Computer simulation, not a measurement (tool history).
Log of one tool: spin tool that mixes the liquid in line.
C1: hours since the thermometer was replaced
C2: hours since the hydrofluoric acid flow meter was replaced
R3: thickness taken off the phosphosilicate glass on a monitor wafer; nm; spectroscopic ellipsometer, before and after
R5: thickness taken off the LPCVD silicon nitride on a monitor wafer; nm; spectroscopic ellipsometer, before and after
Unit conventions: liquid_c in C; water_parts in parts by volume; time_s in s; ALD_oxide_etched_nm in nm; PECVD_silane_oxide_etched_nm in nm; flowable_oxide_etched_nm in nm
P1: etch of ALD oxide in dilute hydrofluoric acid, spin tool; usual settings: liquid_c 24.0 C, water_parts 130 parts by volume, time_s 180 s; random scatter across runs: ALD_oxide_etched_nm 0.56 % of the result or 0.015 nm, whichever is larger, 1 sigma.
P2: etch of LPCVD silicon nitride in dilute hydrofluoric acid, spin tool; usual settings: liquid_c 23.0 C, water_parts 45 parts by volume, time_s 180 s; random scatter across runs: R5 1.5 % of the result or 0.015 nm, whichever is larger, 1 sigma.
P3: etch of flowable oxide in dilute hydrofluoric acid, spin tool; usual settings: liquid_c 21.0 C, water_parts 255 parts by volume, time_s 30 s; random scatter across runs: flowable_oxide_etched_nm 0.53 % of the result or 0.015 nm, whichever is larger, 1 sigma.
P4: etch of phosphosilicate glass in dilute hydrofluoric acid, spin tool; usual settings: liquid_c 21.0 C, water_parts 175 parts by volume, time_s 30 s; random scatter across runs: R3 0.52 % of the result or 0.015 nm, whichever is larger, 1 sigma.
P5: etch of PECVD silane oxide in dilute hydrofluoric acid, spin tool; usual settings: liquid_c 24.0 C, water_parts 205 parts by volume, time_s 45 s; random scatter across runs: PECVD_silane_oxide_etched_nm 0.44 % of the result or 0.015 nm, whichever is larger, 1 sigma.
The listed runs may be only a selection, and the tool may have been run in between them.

run 1 hour=8.8 | process=P1 liquid_c=24.0 water_parts=130 time_s=180 | C1=333.9 C2=1640.2 | ALD_oxide_etched_nm=12.4620
run 2 hour=17.2 | process=P5 liquid_c=24.0 water_parts=205 time_s=45 | C1=342.3 C2=1648.6 | PECVD_silane_oxide_etched_nm=4.7880
run 3 hour=22.3 | process=P1 liquid_c=24.0 water_parts=130 time_s=180 | C1=347.4 C2=1653.7 | ALD_oxide_etched_nm=12.3510
run 4 hour=28.5 | process=P5 liquid_c=18.0 water_parts=205 time_s=45 | C1=353.6 C2=1659.9 | PECVD_silane_oxide_etched_nm=3.7943
run 5 hour=38.0 | process=P4 liquid_c=21.0 water_parts=175 time_s=30 | C1=363.1 C2=1669.4 | R3=14.0390
run 6 hour=47.6 | process=P1 liquid_c=19.0 water_parts=130 time_s=180 | C1=372.7 C2=1679.0 | ALD_oxide_etched_nm=10.3480
run 7 hour=56.4 | process=P1 liquid_c=24.0 water_parts=130 time_s=300 | C1=381.5 C2=1687.8 | ALD_oxide_etched_nm=20.7240
run 8 hour=63.3 | process=P3 liquid_c=21.0 water_parts=255 time_s=30 | C1=388.4 C2=1694.7 | flowable_oxide_etched_nm=3.9800
run 9 hour=69.9 | process=P2 liquid_c=23.0 water_parts=45 time_s=180 | C1=395.0 C2=1701.3 | R5=1.84810
run 10 hour=80.2 | process=P1 liquid_c=24.0 water_parts=65 time_s=180 | C1=405.3 C2=1711.6 | ALD_oxide_etched_nm=27.2280
run 11 hour=87.1 | process=P1 liquid_c=24.0 water_parts=130 time_s=180 | C1=412.2 C2=1718.5 | ALD_oxide_etched_nm=12.5120
run 12 hour=96.8 | process=P3 liquid_c=21.0 water_parts=100 time_s=30 | C1=421.9 C2=1728.2 | flowable_oxide_etched_nm=11.9490
run 13 hour=105.7 | process=P1 liquid_c=24.0 water_parts=130 time_s=180 | C1=430.8 C2=1737.1 | ALD_oxide_etched_nm=12.4260
run 14 hour=115.9 | process=P4 liquid_c=17.0 water_parts=175 time_s=30 | C1=441.0 C2=1747.3 | R3=11.9530
run 15 hour=121.8 | process=P4 liquid_c=21.0 water_parts=175 time_s=50 | C1=446.9 C2=1753.2 | R3=23.3260
run 16 hour=132.6 | process=P5 liquid_c=24.0 water_parts=325 time_s=45 | C1=457.7 C2=1764.0 | PECVD_silane_oxide_etched_nm=2.6938
run 17 hour=140.2 | process=P1 liquid_c=20.5 water_parts=45 time_s=180 | C1=465.3 C2=1771.6 | ALD_oxide_etched_nm=34.4720
run 18 hour=150.5 | process=P3 liquid_c=17.0 water_parts=255 time_s=30 | C1=475.6 C2=1781.9 | flowable_oxide_etched_nm=3.4397
run 19 hour=159.3 | process=P3 liquid_c=21.0 water_parts=255 time_s=30 | C1=484.4 C2=1790.7 | flowable_oxide_etched_nm=3.9876
run 20 hour=165.2 | process=P1 liquid_c=17.0 water_parts=130 time_s=300 | C1=490.3 C2=1796.6 | ALD_oxide_etched_nm=15.7260
run 21 hour=170.8 | process=P2 liquid_c=23.0 water_parts=45 time_s=15 | C1=495.9 C2=1802.2 | R5=0.14137
run 22 hour=178.9 | process=P1 liquid_c=24.0 water_parts=215 time_s=180 | C1=504.0 C2=1810.3 | ALD_oxide_etched_nm=6.8540
run 23 hour=189.3 | process=P1 liquid_c=24.0 water_parts=130 time_s=180 | C1=514.4 C2=1820.7 | ALD_oxide_etched_nm=12.5170
run 24 hour=197.4 | process=P1 liquid_c=24.0 water_parts=130 time_s=180 | C1=522.5 C2=1828.8 | ALD_oxide_etched_nm=12.5120
run 25 hour=202.3 | process=P5 liquid_c=24.0 water_parts=205 time_s=80 | C1=527.4 C2=1833.7 | PECVD_silane_oxide_etched_nm=8.4242
run 26 hour=211.7 | process=P1 liquid_c=24.0 water_parts=170 time_s=260 | C1=536.8 C2=1843.1 | ALD_oxide_etched_nm=13.2900
run 27 hour=221.8 | process=P4 liquid_c=21.0 water_parts=260 time_s=30 | C1=546.9 C2=1853.2 | R3=8.7753
run 28 hour=227.8 | process=P3 liquid_c=21.0 water_parts=255 time_s=65 | C1=552.9 C2=1859.2 | flowable_oxide_etched_nm=8.6969
run 29 hour=238.2 | process=P2 liquid_c=23.0 water_parts=45 time_s=180 | C1=563.3 C2=1869.6 | R5=1.87520
run 30 hour=246.4 | process=P1 liquid_c=29.0 water_parts=130 time_s=180 | C1=571.5 C2=1877.8 | ALD_oxide_etched_nm=15.1340
run 31 hour=255.8 | process=P2 liquid_c=30.5 water_parts=45 time_s=180 | C1=580.9 C2=1887.2 | R5=3.07430
run 32 hour=262.2 | process=P1 liquid_c=24.0 water_parts=130 time_s=40 | C1=587.3 C2=1893.6 | ALD_oxide_etched_nm=2.7916
run 33 hour=272.4 | process=P5 liquid_c=24.0 water_parts=205 time_s=45 | C1=597.5 C2=1903.8 | PECVD_silane_oxide_etched_nm=4.7761
run 34 hour=280.2 | process=P2 liquid_c=23.0 water_parts=20 time_s=180 | C1=605.3 C2=1911.6 | R5=4.03020
run 35 hour=285.8 | process=P1 liquid_c=24.0 water_parts=130 time_s=180 | C1=610.9 C2=1917.2 | ALD_oxide_etched_nm=12.6220
run 36 hour=294.7 | process=P1 liquid_c=24.0 water_parts=130 time_s=180 | C1=619.8 C2=1926.1 | ALD_oxide_etched_nm=12.1660
run 37 hour=303.4 | process=P1 liquid_c=24.0 water_parts=130 time_s=180 | C1=628.5 C2=1934.8 | ALD_oxide_etched_nm=11.7900
run 38 hour=310.1 | process=P1 liquid_c=24.0 water_parts=130 time_s=180 | C1=635.2 C2=1941.5 | ALD_oxide_etched_nm=11.5790
run 39 hour=321.1 | process=P1 liquid_c=24.0 water_parts=130 time_s=180 | C1=646.2 C2=1952.5 | ALD_oxide_etched_nm=11.5400
run 40 hour=332.0 | process=P1 liquid_c=24.0 water_parts=130 time_s=180 | C1=657.1 C2=1963.4 | ALD_oxide_etched_nm=11.4500
run 41 hour=337.2 | process=P1 liquid_c=24.0 water_parts=130 time_s=180 | C1=662.3 C2=1968.6 | ALD_oxide_etched_nm=11.5830
run 42 hour=346.3 | process=P1 liquid_c=24.0 water_parts=130 time_s=180 | C1=671.4 C2=1977.7 | ALD_oxide_etched_nm=11.3800
run 43 hour=356.5 | process=P1 liquid_c=24.0 water_parts=130 time_s=180 | C1=681.6 C2=1987.9 | ALD_oxide_etched_nm=11.3900
run 44 hour=366.6 | process=P1 liquid_c=24.0 water_parts=130 time_s=180 | C1=691.7 C2=1998.0 | ALD_oxide_etched_nm=11.4290
run 45 hour=374.9 | process=P1 liquid_c=24.0 water_parts=130 time_s=180 | C1=700.0 C2=2006.3 | ALD_oxide_etched_nm=11.3870
run 46 hour=380.1 | process=P1 liquid_c=24.0 water_parts=130 time_s=180 | C1=705.2 C2=2011.5 | ALD_oxide_etched_nm=11.4400

The output of P1 has drifted from where it used to be. Each of the 2 causes below, taken at the size shown beside it, accounts for the log equally well:
A: hydrofluoric acid flow below the setpoint (%) = 7.84
B: liquid colder than its thermometer reads (K) = 2.42
The creep began at about hour 285.8.

You are offered 4 check runs, listed below with question marks in place of their results; each one averages 2 wafers. Which run separates the listed causes by giving clearly different results for each?
run check 1 hour=385.3 | process=P3 liquid_c=21.0 water_parts=255 time_s=30 | flowable_oxide_etched_nm=?
run check 2 hour=385.3 | process=P2 liquid_c=23.0 water_parts=45 time_s=180 | R5=?
run check 3 hour=385.3 | process=P4 liquid_c=21.0 water_parts=175 time_s=30 | R3=?
run check 4 hour=385.3 | process=P5 liquid_c=24.0 water_parts=205 time_s=45 | PECVD_silane_oxide_etched_nm=?

Predicted outcomes, by check and by cause:
check=check_1 result=flowable_oxide_etched_nm if_A=3.6006 if_B=3.6413
check=check_2 result=R5 if_A=1.73180 if_B=1.58820
check=check_3 result=R3 if_A=12.7510 if_B=12.7750
check=check_4 result=PECVD_silane_oxide_etched_nm if_A=4.3219 if_B=4.3643
Distance between the nearest two causes, measured in the result of the check that separates them most: check 1 1.13 %; check 2 8.66 %; check 3 0.19 %; check 4 0.98 %
The other checks would show nearly matching results whichever cause is true, so check 2 is the only one that separates the causes.

Running check 2 produced the following: R5 1.57180 nm. Which one of the listed causes fits?

Of the candidate causes, it is B: liquid colder than its thermometer reads (K).
